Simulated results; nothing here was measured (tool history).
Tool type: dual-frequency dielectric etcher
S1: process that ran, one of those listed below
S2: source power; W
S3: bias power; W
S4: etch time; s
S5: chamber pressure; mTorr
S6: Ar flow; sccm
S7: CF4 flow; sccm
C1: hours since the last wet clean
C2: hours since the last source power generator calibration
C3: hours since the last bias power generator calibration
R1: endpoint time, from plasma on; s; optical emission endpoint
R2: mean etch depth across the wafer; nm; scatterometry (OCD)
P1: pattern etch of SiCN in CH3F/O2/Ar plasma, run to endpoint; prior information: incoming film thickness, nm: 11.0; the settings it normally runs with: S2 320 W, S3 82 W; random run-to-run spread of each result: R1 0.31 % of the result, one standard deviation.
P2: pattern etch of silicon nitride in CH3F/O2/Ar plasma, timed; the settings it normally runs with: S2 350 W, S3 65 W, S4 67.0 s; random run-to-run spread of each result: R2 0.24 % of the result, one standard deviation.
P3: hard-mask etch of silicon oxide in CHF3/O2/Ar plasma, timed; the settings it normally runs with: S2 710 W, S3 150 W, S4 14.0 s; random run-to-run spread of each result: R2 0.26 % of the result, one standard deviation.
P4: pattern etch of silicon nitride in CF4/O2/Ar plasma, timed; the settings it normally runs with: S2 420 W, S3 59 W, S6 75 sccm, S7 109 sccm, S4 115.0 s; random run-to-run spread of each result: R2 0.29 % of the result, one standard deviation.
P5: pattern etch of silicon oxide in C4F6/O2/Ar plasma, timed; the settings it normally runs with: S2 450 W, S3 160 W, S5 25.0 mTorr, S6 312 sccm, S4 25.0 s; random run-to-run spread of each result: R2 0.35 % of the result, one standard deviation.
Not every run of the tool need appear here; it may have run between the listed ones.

run 1 hour=10.3 | S1=P1 S2=320 S3=82 | C1=56.4 C2=517.6 C3=1409.8 | R1=30.933
run 2 hour=18.5 | S1=P2 S2=350 S3=65 S4=67.0 | C1=64.6 C2=525.8 C3=1418.0 | R2=42.646
run 3 hour=28.5 | S1=P3 S2=480 S3=150 S4=14.0 | C1=74.6 C2=535.8 C3=1428.0 | R2=23.474
run 4 hour=40.4 | S1=P3 S2=710 S3=195 S4=14.0 | C1=86.5 C2=547.7 C3=1439.9 | R2=29.827
run 5 hour=56.6 | S1=P1 S2=320 S3=64 | C1=102.7 C2=563.9 C3=1456.1 | R1=33.788
run 6 hour=65.3 | S1=P5 S2=280 S3=160 S4=25.0 S5=25.0 S6=312 | C1=111.4 C2=572.6 C3=1464.8 | R2=67.959
run 7 hour=78.3 | S1=P1 S2=320 S3=109 | C1=124.4 C2=585.6 C3=1477.8 | R1=27.656
run 8 hour=91.4 | S1=P3 S2=710 S3=150 S4=14.0 | C1=137.5 C2=598.7 C3=1490.9 | R2=27.286
run 9 hour=103.0 | S1=P5 S2=450 S3=160 S4=25.0 S5=25.0 S6=312 | C1=149.1 C2=610.3 C3=1502.5 | R2=81.421
run 10 hour=111.0 | S1=P4 S2=420 S3=59 S4=115.0 S6=75 S7=109 | C1=157.1 C2=618.3 C3=1510.5 | R2=212.820
run 11 hour=125.1 | S1=P2 S2=350 S3=65 S4=67.0 | C1=171.2 C2=632.4 C3=1524.6 | R2=42.506
run 12 hour=136.9 | S1=P1 S2=450 S3=82 | C1=183.0 C2=644.2 C3=1536.4 | R1=27.128
run 13 hour=144.1 | S1=P1 S2=320 S3=82 | C1=190.2 C2=651.4 C3=1543.6 | R1=30.721
run 14 hour=157.0 | S1=P1 S2=370 S3=108 | C1=203.1 C2=664.3 C3=1556.5 | R1=26.212
run 15 hour=166.1 | S1=P1 S2=320 S3=82 | C1=212.2 C2=673.4 C3=1565.6 | R1=30.597
run 16 hour=173.4 | S1=P1 S2=320 S3=82 | C1=219.5 C2=680.7 C3=1572.9 | R1=30.719
run 17 hour=180.7 | S1=P4 S2=420 S3=81 S4=115.0 S6=75 S7=109 | C1=226.8 C2=688.0 C3=1580.2 | R2=241.150
run 18 hour=193.6 | S1=P4 S2=420 S3=59 S4=115.0 S6=95 S7=109 | C1=239.7 C2=700.9 C3=1593.1 | R2=207.860
run 19 hour=203.3 | S1=P1 S2=320 S3=82 | C1=249.4 C2=710.6 C3=1602.8 | R1=30.885
run 20 hour=212.1 | S1=P5 S2=450 S3=160 S4=36.5 S5=25.0 S6=312 | C1=258.2 C2=719.4 C3=1611.6 | R2=119.410
run 21 hour=226.9 | S1=P5 S2=450 S3=160 S4=25.0 S5=25.0 S6=182 | C1=273.0 C2=734.2 C3=1626.4 | R2=86.475
run 22 hour=236.5 | S1=P5 S2=450 S3=201 S4=25.0 S5=25.0 S6=312 | C1=282.6 C2=743.8 C3=1636.0 | R2=87.889
run 23 hour=245.0 | S1=P1 S2=320 S3=82 | C1=291.1 C2=752.3 C3=1644.5 | R1=30.933
run 24 hour=257.4 | S1=P2 S2=280 S3=65 S4=67.0 | C1=303.5 C2=764.7 C3=1656.9 | R2=39.148
run 25 hour=267.7 | S1=P4 S2=570 S3=59 S4=115.0 S6=75 S7=109 | C1=313.8 C2=775.0 C3=1667.2 | R2=277.500
run 26 hour=276.0 | S1=P5 S2=450 S3=160 S4=25.0 S5=25.0 S6=312 | C1=322.1 C2=783.3 C3=1675.5 | R2=81.933
run 27 hour=288.5 | S1=P4 S2=420 S3=59 S4=115.0 S6=75 S7=144 | C1=334.6 C2=795.8 C3=1688.0 | R2=217.870
run 28 hour=303.8 | S1=P4 S2=420 S3=59 S4=166.5 S6=75 S7=109 | C1=349.9 C2=811.1 C3=1703.3 | R2=307.550
run 29 hour=319.0 | S1=P5 S2=450 S3=160 S4=25.0 S5=29.5 S6=312 | C1=365.1 C2=826.3 C3=1718.5 | R2=80.686
run 30 hour=335.2 | S1=P2 S2=350 S3=65 S4=44.0 | C1=381.3 C2=842.5 C3=1734.7 | R2=27.930
run 31 hour=342.7 | S1=P3 S2=710 S3=150 S4=10.5 | C1=388.8 C2=850.0 C3=1742.2 | R2=20.464
run 32 hour=353.5 | S1=P1 S2=320 S3=82 | C1=399.6 C2=860.8 C3=1753.0 | R1=30.828
run 33 hour=367.5 | S1=P1 S2=210 S3=82 | C1=413.6 C2=874.8 C3=1767.0 | R1=35.932
run 34 hour=381.7 | S1=P2 S2=350 S3=81 S4=67.0 | C1=427.8 C2=889.0 C3=1781.2 | R2=45.946
run 35 hour=392.0 | S1=P1 S2=320 S3=82 | C1=438.1 C2=899.3 C3=1791.5 | R1=30.755
run 36 hour=399.9 | S1=P1 S2=320 S3=82 | C1=446.0 C2=907.2 C3=1799.4 | R1=30.642

What will run 37 give?
run 37 hour=414.3 | S1=P1 S2=320 S3=82 | C1=460.4 C2=921.6 C3=1813.8 | R1=?

R1: 30.413 s

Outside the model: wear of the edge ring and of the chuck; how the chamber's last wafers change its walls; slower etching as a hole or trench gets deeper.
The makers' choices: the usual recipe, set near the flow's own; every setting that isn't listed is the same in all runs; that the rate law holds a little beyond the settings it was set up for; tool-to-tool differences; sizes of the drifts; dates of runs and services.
